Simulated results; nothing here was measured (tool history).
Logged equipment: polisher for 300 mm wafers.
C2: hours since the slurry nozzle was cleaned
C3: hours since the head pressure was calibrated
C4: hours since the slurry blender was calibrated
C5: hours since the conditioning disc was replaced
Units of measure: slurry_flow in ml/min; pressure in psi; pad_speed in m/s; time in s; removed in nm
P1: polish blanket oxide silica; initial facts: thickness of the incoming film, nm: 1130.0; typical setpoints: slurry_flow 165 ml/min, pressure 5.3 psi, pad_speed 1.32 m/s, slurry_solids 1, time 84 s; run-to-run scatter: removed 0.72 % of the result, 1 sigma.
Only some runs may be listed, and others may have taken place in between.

Run 1, hour 8.1: slurry_flow 165 ml/min, pressure 5.3 psi, pad_speed 1.32 m/s, slurry_solids 1, time 84 s; wafers polished on this pad 652; C2 631.6; C3 383.9; C4 184.5; C5 136.3. Result: removed 373.92 nm.
Run 2, hour 18.3: slurry_flow 100 ml/min, pressure 5.3 psi, pad_speed 1.32 m/s, slurry_solids 1, time 84 s; wafers polished on this pad 753; C2 641.8; C3 394.1; C4 194.7; C5 146.5. Result: removed 340.98 nm.
Run 3, hour 28.7: slurry_flow 165 ml/min, pressure 5.3 psi, pad_speed 1.32 m/s, slurry_solids 1, time 84 s; wafers polished on this pad 857; C2 652.2; C3 404.5; C4 205.1; C5 156.9. Result: removed 372.84 nm.
At hour 36.9: head pressure recalibrated.
Run 4, hour 38.3: slurry_flow 165 ml/min, pressure 5.3 psi, pad_speed 1.32 m/s, slurry_solids 1, time 84 s; wafers polished on this pad 952; C2 661.8; C3 1.5; C4 214.7; C5 166.5. Result: removed 378.56 nm.
Run 5, hour 43.4: slurry_flow 165 ml/min, pressure 5.3 psi, pad_speed 1.32 m/s, slurry_solids 1.4, time 84 s; wafers polished on this pad 1003; C2 666.9; C3 6.6; C4 219.8; C5 171.6. Result: removed 433.78 nm.
At hour 43.5: slurry blender recalibrated.
Run 6, hour 52.4: slurry_flow 165 ml/min, pressure 5.3 psi, pad_speed 1.32 m/s, slurry_solids 0.65, time 84 s; wafers polished on this pad 1092; C2 675.9; C3 15.6; C4 9; C5 180.6. Result: removed 303.33 nm.
Run 7, hour 58.3: slurry_flow 165 ml/min, pressure 5.3 psi, pad_speed 1.32 m/s, slurry_solids 1, time 84 s; wafers polished on this pad 1151; C2 681.8; C3 21.5; C4 14.9; C5 186.5. Result: removed 382.26 nm.
Run 8, hour 69.2: slurry_flow 165 ml/min, pressure 5.3 psi, pad_speed 1.96 m/s, slurry_solids 1, time 84 s; wafers polished on this pad 1259; C2 692.7; C3 32.4; C4 25.8; C5 197.4. Result: removed 516.13 nm.
Run 9, hour 78.7: slurry_flow 165 ml/min, pressure 2.7 psi, pad_speed 1.32 m/s, slurry_solids 1, time 84 s; wafers polished on this pad 1354; C2 702.2; C3 41.9; C4 35.3; C5 206.9. Result: removed 191.79 nm.
Run 10, hour 84.7: slurry_flow 165 ml/min, pressure 5.3 psi, pad_speed 0.74 m/s, slurry_solids 1, time 84 s; wafers polished on this pad 1414; C2 708.2; C3 47.9; C4 41.3; C5 212.9. Result: removed 238.33 nm.
Run 11, hour 94.8: slurry_flow 165 ml/min, pressure 5.3 psi, pad_speed 1.68 m/s, slurry_solids 1, time 45 s; wafers polished on this pad 1514; C2 718.3; C3 58; C4 51.4; C5 223. Result: removed 248 nm.
Run 12, hour 101.5: slurry_flow 165 ml/min, pressure 8.4 psi, pad_speed 1.32 m/s, slurry_solids 1, time 84 s; wafers polished on this pad 1581; C2 725; C3 64.7; C4 58.1; C5 229.7. Result: removed 598.02 nm.
Run 13, hour 112.8: slurry_flow 165 ml/min, pressure 5.3 psi, pad_speed 1.32 m/s, slurry_solids 1, time 112 s; wafers polished on this pad 1693; C2 736.3; C3 76; C4 69.4; C5 241. Result: removed 503.54 nm.
Run 14, hour 124.4: slurry_flow 100 ml/min, pressure 5.3 psi, pad_speed 1.66 m/s, slurry_solids 1, time 84 s; wafers polished on this pad 1808; C2 747.9; C3 87.6; C4 81; C5 252.6. Result: removed 408.12 nm.
Run 15, hour 132.4: slurry_flow 165 ml/min, pressure 5.3 psi, pad_speed 1.32 m/s, slurry_solids 1, time 38 s; wafers polished on this pad 1888; C2 755.9; C3 95.6; C4 89; C5 260.6. Result: removed 172.31 nm.
Run 16, hour 138.7: slurry_flow 255 ml/min, pressure 7.5 psi, pad_speed 1.32 m/s, slurry_solids 1, time 84 s; wafers polished on this pad 1950; C2 762.2; C3 101.9; C4 95.3; C5 266.9. Result: removed 566.42 nm.
Run 17, hour 147: slurry_flow 165 ml/min, pressure 5.3 psi, pad_speed 1.32 m/s, slurry_solids 1, time 84 s; wafers polished on this pad 2033; C2 770.5; C3 110.2; C4 103.6; C5 275.2. Result: removed 378.04 nm.
Run 18, hour 153.8: slurry_flow 230 ml/min, pressure 5.3 psi, pad_speed 1.32 m/s, slurry_solids 1, time 84 s; wafers polished on this pad 2101; C2 777.3; C3 117; C4 110.4; C5 282. Result: removed 398.14 nm.
Run 19, hour 159.6: slurry_flow 165 ml/min, pressure 5.3 psi, pad_speed 1.32 m/s, slurry_solids 1, time 84 s; wafers polished on this pad 2158; C2 783.1; C3 122.8; C4 116.2; C5 287.8. Result: removed 378.07 nm.
Run 20, hour 170.4: slurry_flow 165 ml/min, pressure 5.3 psi, pad_speed 1.32 m/s, slurry_solids 1, time 84 s; wafers polished on this pad 2266; C2 793.9; C3 133.6; C4 127; C5 298.6. Result: removed 355.31 nm.
Run 21, hour 180.3: slurry_flow 165 ml/min, pressure 5.3 psi, pad_speed 1.32 m/s, slurry_solids 1, time 84 s; wafers polished on this pad 2364; C2 803.8; C3 143.5; C4 136.9; C5 308.5. Result: removed 343.13 nm.
At hour 186: head pressure recalibrated.
Run 22, hour 189.6: slurry_flow 165 ml/min, pressure 5.3 psi, pad_speed 1.32 m/s, slurry_solids 1, time 84 s; wafers polished on this pad 2457; C2 813.1; C3 3.6; C4 146.2; C5 317.8. Result: removed 336.52 nm.
At hour 200.3: conditioning disc replaced and pad reconditioned.
Run 23, hour 201.1: slurry_flow 165 ml/min, pressure 5.3 psi, pad_speed 1.32 m/s, slurry_solids 1, time 84 s; wafers polished on this pad 2571; C2 824.6; C3 15.1; C4 157.7; C5 0.8. Result: removed 329.79 nm.
At hour 206.9: slurry nozzle cleaned.
Run 24, hour 212.7: slurry_flow 165 ml/min, pressure 5.3 psi, pad_speed 1.32 m/s, slurry_solids 1, time 84 s; wafers polished on this pad 2686; C2 5.8; C3 26.7; C4 169.3; C5 12.4. Result: removed 329.49 nm.
Run 25, hour 222.9: slurry_flow 165 ml/min, pressure 5.3 psi, pad_speed 1.32 m/s, slurry_solids 1, time 84 s; wafers polished on this pad 2788; C2 16; C3 36.9; C4 179.5; C5 22.6. Result: removed 326.99 nm.

What P1 gives has crept away from where it was. These 2 causes fit the log equally well, each at the size given:
A: abrasive missing from the slurry, % = 25.3
B: removal rate lost through wear of the pad, % = 13.3
The drift started at roughly hour 159.6.
Each remaining cause and why it is not a fit:
slurry flow missing at the pad, %: serviced after onset, at hour 206.9, with no recovery of the prior output
head's pressure below its setpoint, %: serviced after onset, at hour 186, with no recovery of the prior output
time polished since the conditioner stopped cutting, s: serviced after onset, at hour 200.3, with no recovery of the prior output

Consider the 4 check runs below, whose results appear as question marks and each of which averages 3 wafers. Which one distinguishes the causes, in that each cause would give it a clearly different result?
Run check 1, hour 233.1: slurry_flow 165 ml/min, pressure 4 psi, pad_speed 1.32 m/s, slurry_solids 0.65, time 84 s. Result: removed ?.
Run check 2, hour 233.1: slurry_flow 165 ml/min, pressure 5.3 psi, pad_speed 1.66 m/s, slurry_solids 1, time 40 s. Result: removed ?.
Run check 3, hour 233.1: slurry_flow 215 ml/min, pressure 5.3 psi, pad_speed 1.32 m/s, slurry_solids 1, time 84 s. Result: removed ?.
Run check 4, hour 233.1: slurry_flow 165 ml/min, pressure 8.3 psi, pad_speed 1.74 m/s, slurry_solids 1, time 84 s. Result: removed ?.

What every check run would give for each of its results, assuming each possible cause in turn:
  check   result    if A    if B
check 1  removed  192.57  198.73
check 2  removed   187.4  187.48
check 3  removed  340.06  340.22
check 4  removed  639.93  640.24
Minimum pairwise separation of causes per check, each pair taken at its best-separating result: check 1 3.15 %; check 2 0.05 %; check 3 0.05 %; check 4 0.05 %
Only check 1 tells the causes apart: in the others they would give nearly the same result.

Here is what check 1 returned: removed 198.29 nm. Which cause is it?

It was cause B: removal rate lost through wear of the pad, %.

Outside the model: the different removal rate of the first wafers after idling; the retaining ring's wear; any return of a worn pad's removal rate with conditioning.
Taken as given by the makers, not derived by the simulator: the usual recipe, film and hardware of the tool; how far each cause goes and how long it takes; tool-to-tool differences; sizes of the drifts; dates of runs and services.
